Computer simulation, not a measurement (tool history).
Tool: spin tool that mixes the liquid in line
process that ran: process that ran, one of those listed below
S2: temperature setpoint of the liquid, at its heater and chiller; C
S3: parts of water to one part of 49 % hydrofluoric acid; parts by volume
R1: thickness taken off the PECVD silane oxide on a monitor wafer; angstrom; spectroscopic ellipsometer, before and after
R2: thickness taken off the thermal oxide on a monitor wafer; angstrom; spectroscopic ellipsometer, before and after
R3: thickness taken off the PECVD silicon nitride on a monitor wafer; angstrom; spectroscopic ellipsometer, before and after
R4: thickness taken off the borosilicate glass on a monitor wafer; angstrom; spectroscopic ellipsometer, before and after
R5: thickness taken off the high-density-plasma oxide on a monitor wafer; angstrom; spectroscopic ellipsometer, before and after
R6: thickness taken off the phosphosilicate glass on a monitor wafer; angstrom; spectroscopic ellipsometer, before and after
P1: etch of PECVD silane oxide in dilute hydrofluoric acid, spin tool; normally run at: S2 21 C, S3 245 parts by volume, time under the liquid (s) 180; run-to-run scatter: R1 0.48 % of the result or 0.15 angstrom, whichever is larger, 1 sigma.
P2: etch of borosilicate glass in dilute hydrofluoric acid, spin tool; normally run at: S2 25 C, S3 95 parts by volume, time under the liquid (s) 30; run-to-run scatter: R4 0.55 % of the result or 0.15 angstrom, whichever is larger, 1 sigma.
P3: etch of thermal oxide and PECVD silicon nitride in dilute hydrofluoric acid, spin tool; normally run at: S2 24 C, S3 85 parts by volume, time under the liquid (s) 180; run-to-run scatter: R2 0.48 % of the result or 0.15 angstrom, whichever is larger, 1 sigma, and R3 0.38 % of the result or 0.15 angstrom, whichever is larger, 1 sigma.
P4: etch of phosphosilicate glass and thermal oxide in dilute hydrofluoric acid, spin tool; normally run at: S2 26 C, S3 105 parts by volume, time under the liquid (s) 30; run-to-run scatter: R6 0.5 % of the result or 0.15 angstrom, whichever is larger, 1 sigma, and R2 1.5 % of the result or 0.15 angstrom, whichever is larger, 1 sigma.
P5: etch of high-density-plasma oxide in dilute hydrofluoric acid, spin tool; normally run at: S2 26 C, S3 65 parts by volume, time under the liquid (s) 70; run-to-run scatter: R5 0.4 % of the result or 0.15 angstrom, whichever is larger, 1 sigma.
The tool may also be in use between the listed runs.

run 1 hour=8.6 | process_that_ran=P1 S2=21 S3=245 time_under_the_liquid_(s)=180 | R1=92.708
run 2 hour=22.7 | process_that_ran=P3 S2=24 S3=85 time_under_the_liquid_(s)=20 | R2=10.913 R3=6.1581
run 3 hour=36.4 | process_that_ran=P1 S2=21 S3=245 time_under_the_liquid_(s)=180 | R1=93.14
run 4 hour=50.7 | process_that_ran=P2 S2=25 S3=175 time_under_the_liquid_(s)=30 | R4=53.897
run 5 hour=63.7 | process_that_ran=P5 S2=26 S3=95 time_under_the_liquid_(s)=70 | R5=39.864
run 6 hour=75.3 | process_that_ran=P1 S2=21 S3=245 time_under_the_liquid_(s)=100 | R1=51.76
run 7 hour=86.7 | process_that_ran=P3 S2=28 S3=85 time_under_the_liquid_(s)=180 | R2=116.86 R3=74.467
run 8 hour=99.6 | process_that_ran=P2 S2=25 S3=95 time_under_the_liquid_(s)=15 | R4=53.967
run 9 hour=109.8 | process_that_ran=P1 S2=21 S3=245 time_under_the_liquid_(s)=180 | R1=93.461
run 10 hour=124.1 | process_that_ran=P1 S2=21 S3=245 time_under_the_liquid_(s)=180 | R1=92.706
run 11 hour=134.7 | process_that_ran=P1 S2=25.5 S3=245 time_under_the_liquid_(s)=180 | R1=109.85
run 12 hour=149.1 | process_that_ran=P4 S2=26 S3=175 time_under_the_liquid_(s)=30 | R2=8.3771 R6=177.01
run 13 hour=162.5 | process_that_ran=P4 S2=20.5 S3=105 time_under_the_liquid_(s)=30 | R2=12.094 R6=257.26
run 14 hour=176.8 | process_that_ran=P1 S2=21 S3=425 time_under_the_liquid_(s)=180 | R1=45.825
run 15 hour=190.4 | process_that_ran=P3 S2=24 S3=140 time_under_the_liquid_(s)=180 | R2=56.619 R3=35.444
run 16 hour=197.9 | process_that_ran=P3 S2=24 S3=85 time_under_the_liquid_(s)=180 | R2=100.18 R3=57.454
run 17 hour=210.8 | process_that_ran=P1 S2=21 S3=115 time_under_the_liquid_(s)=90 | R1=114.03
run 18 hour=221.3 | process_that_ran=P1 S2=21 S3=95 time_under_the_liquid_(s)=180 | R1=283.8
-- hour=226.8 thermometer replaced
run 19 hour=229.3 | process_that_ran=P5 S2=26 S3=65 time_under_the_liquid_(s)=70 | R5=61.056
run 20 hour=236.8 | process_that_ran=P5 S2=30 S3=65 time_under_the_liquid_(s)=70 | R5=71.132
run 21 hour=246.4 | process_that_ran=P1 S2=17 S3=245 time_under_the_liquid_(s)=180 | R1=80.224
run 22 hour=255.2 | process_that_ran=P2 S2=25 S3=95 time_under_the_liquid_(s)=30 | R4=108.78
run 23 hour=267.7 | process_that_ran=P4 S2=26 S3=105 time_under_the_liquid_(s)=30 | R2=15.092 R6=322.33
run 24 hour=275 | process_that_ran=P4 S2=26 S3=105 time_under_the_liquid_(s)=15 | R2=7.0515 R6=160.6
-- hour=275.8 hydrofluoric acid flow meter replaced
run 25 hour=287.4 | process_that_ran=P1 S2=21 S3=245 time_under_the_liquid_(s)=290 | R1=150.44
run 26 hour=300.7 | process_that_ran=P2 S2=25 S3=95 time_under_the_liquid_(s)=30 | R4=109.31
run 27 hour=315.5 | process_that_ran=P2 S2=33 S3=95 time_under_the_liquid_(s)=30 | R4=148.12
run 28 hour=326.9 | process_that_ran=P5 S2=26 S3=65 time_under_the_liquid_(s)=15 | R5=13.284
run 29 hour=333.6 | process_that_ran=P1 S2=21 S3=245 time_under_the_liquid_(s)=180 | R1=93.473
run 30 hour=344.6 | process_that_ran=P1 S2=21 S3=245 time_under_the_liquid_(s)=180 | R1=92.27
run 31 hour=354.2 | process_that_ran=P1 S2=21 S3=245 time_under_the_liquid_(s)=180 | R1=89.804
run 32 hour=367.6 | process_that_ran=P1 S2=21 S3=245 time_under_the_liquid_(s)=180 | R1=88.762
run 33 hour=377 | process_that_ran=P1 S2=21 S3=245 time_under_the_liquid_(s)=180 | R1=89.325
run 34 hour=391.7 | process_that_ran=P1 S2=21 S3=245 time_under_the_liquid_(s)=180 | R1=88.883
run 35 hour=405.7 | process_that_ran=P1 S2=21 S3=245 time_under_the_liquid_(s)=180 | R1=88.602
run 36 hour=415.8 | process_that_ran=P1 S2=21 S3=245 time_under_the_liquid_(s)=180 | R1=88.367

What P1 gives has crept away from where it was. These 2 causes fit the log equally well, each at the size given:
A: liquid colder than its thermometer reads (K) = 1.46
B: hydrofluoric acid flow below the setpoint (%) = 4.3
The creep began at about hour 333.6.

4 check runs are offered, each on 3 wafers whose results are averaged, their results left as question marks. Which one tells the causes apart?
run check 1 hour=425.9 | process_that_ran=P5 S2=26 S3=85 time_under_the_liquid_(s)=15 | R5=?
run check 2 hour=425.9 | process_that_ran=P2 S2=25 S3=175 time_under_the_liquid_(s)=30 | R4=?
run check 3 hour=425.9 | process_that_ran=P3 S2=24 S3=135 time_under_the_liquid_(s)=75 | R2=? R3=?
run check 4 hour=425.9 | process_that_ran=P4 S2=21.5 S3=160 time_under_the_liquid_(s)=30 | R2=? R6=?

What each check would give under each cause:
check=check_1 result=R5 if_A=9.137 if_B=9.2183
check=check_2 result=R4 if_A=50.847 if_B=50.945
check=check_3 result=R2 if_A=23.325 if_B=23.46
check=check_3 result=R3 if_A=13.772 if_B=14.506
check=check_4 result=R2 if_A=7.0999 if_B=7.1406
check=check_4 result=R6 if_A=156.7 if_B=157.6
How far apart the two closest causes lie, in the result that separates them most: check 1 0.89 %; check 2 0.19 %; check 3 5.19 %; check 4 0.57 %
Check 3 tells the causes apart: in the others they would give nearly the same result.

Check 3 was then run and gave: R2 23.437 angstrom; R3 14.46 angstrom. Which cause is it?

It is B: hydrofluoric acid flow below the setpoint (%).

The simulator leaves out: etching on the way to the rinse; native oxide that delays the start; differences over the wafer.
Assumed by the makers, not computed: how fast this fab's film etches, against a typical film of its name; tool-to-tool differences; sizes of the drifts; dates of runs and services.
